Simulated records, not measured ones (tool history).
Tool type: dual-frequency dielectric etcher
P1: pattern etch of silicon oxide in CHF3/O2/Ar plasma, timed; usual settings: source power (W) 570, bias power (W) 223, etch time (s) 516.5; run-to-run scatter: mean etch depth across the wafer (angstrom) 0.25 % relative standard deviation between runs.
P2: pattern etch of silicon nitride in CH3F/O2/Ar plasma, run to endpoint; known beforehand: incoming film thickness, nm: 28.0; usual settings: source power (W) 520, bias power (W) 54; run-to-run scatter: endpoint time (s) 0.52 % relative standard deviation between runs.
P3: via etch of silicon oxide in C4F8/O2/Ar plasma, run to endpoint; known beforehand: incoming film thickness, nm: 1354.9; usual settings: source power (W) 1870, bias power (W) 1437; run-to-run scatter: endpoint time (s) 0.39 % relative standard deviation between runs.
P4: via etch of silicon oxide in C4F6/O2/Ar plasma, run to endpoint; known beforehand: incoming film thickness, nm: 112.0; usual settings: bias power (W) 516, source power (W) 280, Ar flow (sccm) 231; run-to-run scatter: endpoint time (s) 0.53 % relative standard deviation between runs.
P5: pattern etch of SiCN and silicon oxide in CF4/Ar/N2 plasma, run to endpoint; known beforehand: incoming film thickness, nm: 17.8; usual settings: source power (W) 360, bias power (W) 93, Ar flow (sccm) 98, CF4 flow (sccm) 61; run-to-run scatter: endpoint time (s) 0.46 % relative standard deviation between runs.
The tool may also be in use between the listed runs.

run   hour  process that ran  source power (W)  bias power (W)  etch time (s)  Ar flow (sccm)  CF4 flow (sccm)  hours since the last wet clean  hours since the last source power generator calibration  hours since the last bias power generator calibration  mean etch depth across the wafer (angstrom)  endpoint time (s)
  1    2.5                P1               570             223          516.5                                                            247.2                                                    951.2                                                  884.8                                      10789.0
  2    6.3                P4               230             516                            231                                            251.0                                                    955.0                                                  888.6                                                          29.034
  3   10.9                P3              1870            1895                                                                           255.6                                                    959.6                                                  893.2                                                         284.150
  4   13.7                P1               570             223          516.5                                                            258.4                                                    962.4                                                  896.0                                      10815.0
  5   15.8                P5               360              93                             98               61                           260.5                                                    964.5                                                  898.1                                                          24.275
  6   19.8                P1               570             223          516.5                                                            264.5                                                    968.5                                                  902.1                                      10815.0
  7   24.0                P5               240              93                             98               61                           268.7                                                    972.7                                                  906.3                                                          34.792
      25.0  -- source power generator calibrated
  8   27.1                P4               280             516                            231                                            271.8                                                      2.2                                                  909.4                                                          27.168
  9   29.2                P1               570             223          690.5                                                            273.9                                                      4.3                                                  911.5                                      14451.0
 10   31.4                P2               620              54                                                                           276.1                                                      6.5                                                  913.7                                                          37.225
 11   35.1                P1               570             311          284.0                                                            279.8                                                     10.2                                                  917.4                                       6704.1
 12   39.8                P3              1870            1437                                                                           284.5                                                     14.9                                                  922.1                                                         307.120
 13   43.1                P1               570             223          371.5                                                            287.8                                                     18.2                                                  925.4                                       7792.8
 14   45.5                P2               520              72                                                                           290.2                                                     20.6                                                  927.8                                                          36.593
      47.3  -- bias power generator calibrated
 15   47.7                P1               570             294          516.5                                                            292.4                                                     22.8                                                    0.4                                      11916.0
 16   50.0                P1               570             223          516.5                                                            294.7                                                     25.1                                                    2.7                                      10824.0
 17   54.7                P3              1160            1437                                                                           299.4                                                     29.8                                                    7.4                                                         369.040
 18   58.8                P1               570             223          516.5                                                            303.5                                                     33.9                                                   11.5                                      10803.0
 19   62.8                P3              1870            1437                                                                           307.5                                                     37.9                                                   15.5                                                         304.800
 20   65.0                P1               400             223          516.5                                                            309.7                                                     40.1                                                   17.7                                       9450.0
 21   69.5                P1               570             182          516.5                                                            314.2                                                     44.6                                                   22.2                                      10114.0
 22   74.0                P5               360             126                             98               61                           318.7                                                     49.1                                                   26.7                                                          21.566
 23   78.6                P4               280             516                            328                                            323.3                                                     53.7                                                   31.3                                                          28.016
      81.9  -- wet clean of the chamber
 24   83.3                P4               280             713                            231                                              1.5                                                     58.4                                                   36.0                                                          23.697
 25   86.6                P1               740             223          516.5                                                              4.8                                                     61.7                                                   39.3                                      11936.0
 26   90.4                P5               360              93                             98               75                             8.6                                                     65.5                                                   43.1                                                          23.601
 27   93.0                P5               360              93                             71               61                            11.2                                                     68.1                                                   45.7                                                          23.246
 28   97.6                P2               520              54                                                                            15.8                                                     72.7                                                   50.3                                                          40.208
 29   99.7                P1               570             223          516.5                                                             17.9                                                     74.8                                                   52.4                                      10825.0
 30  102.5                P1               570             223          516.5                                                             20.7                                                     77.6                                                   55.2                                      10733.0
 31  106.9                P1               570             223          516.5                                                             25.1                                                     82.0                                                   59.6                                      10682.0
 32  109.3                P1               570             223          516.5                                                             27.5                                                     84.4                                                   62.0                                      10668.0
 33  112.8                P1               570             223          516.5                                                             31.0                                                     87.9                                                   65.5                                      10642.0
     116.8  -- wet clean of the chamber
 34  117.2                P1               570             223          516.5                                                              0.4                                                     92.3                                                   69.9                                      10644.0
 35  119.7                P1               570             223          516.5                                                              2.9                                                     94.8                                                   72.4                                      10662.0
 36  122.9                P1               570             223          516.5                                                              6.1                                                     98.0                                                   75.6                                      10614.0

P1 no longer gives what it gave before; its output has crept away from where it was. The following 2 causes, each at its listed size, fit the log equally well:
A: bias power that arrives under what is set, % = 4.63
B: source power that arrives under what is set, % = 4.3
Creep in the process output first set in at about hour 99.7.
Why every other cause is out:
chamber walls in a state that lowers the etch rate, %: its service at hour 116.8 followed the start of the drift and did not put the process back to its old value

Of the 4 check runs below, each run on 3 wafers with the results averaged and each result still a question mark, which one would tell the listed causes apart?
check 1  126.1                P5               290              93                             98               61                                                                                                                                                                                                               ?
check 2  126.1                P2               520              65                                                                                                                                                                                                                                                               ?
check 3  126.1                P3              1350            1437                                                                                                                                                                                                                                                               ?
check 4  126.1                P4               280             653                            316                                                                                                                                                                                                                                ?

Predicted outcomes, by check and by cause:
  check             result     if A     if B
check 1  endpoint time (s)   29.732   30.356
check 2  endpoint time (s)   38.303   38.359
check 3  endpoint time (s)  354.320  356.040
check 4  endpoint time (s)   25.897   25.828
Gap, in per cent, between the two causes that each check separates least, read from the result that separates them most: check 1 2.08 %; check 2 0.15 %; check 3 0.49 %; check 4 0.27 %
Only check 1 tells the causes apart: in the others they would give nearly the same result.

After running check 1, the following was obtained: endpoint time (s) 30.188. Which cause does this point to?

It was cause B: source power that arrives under what is set, %.

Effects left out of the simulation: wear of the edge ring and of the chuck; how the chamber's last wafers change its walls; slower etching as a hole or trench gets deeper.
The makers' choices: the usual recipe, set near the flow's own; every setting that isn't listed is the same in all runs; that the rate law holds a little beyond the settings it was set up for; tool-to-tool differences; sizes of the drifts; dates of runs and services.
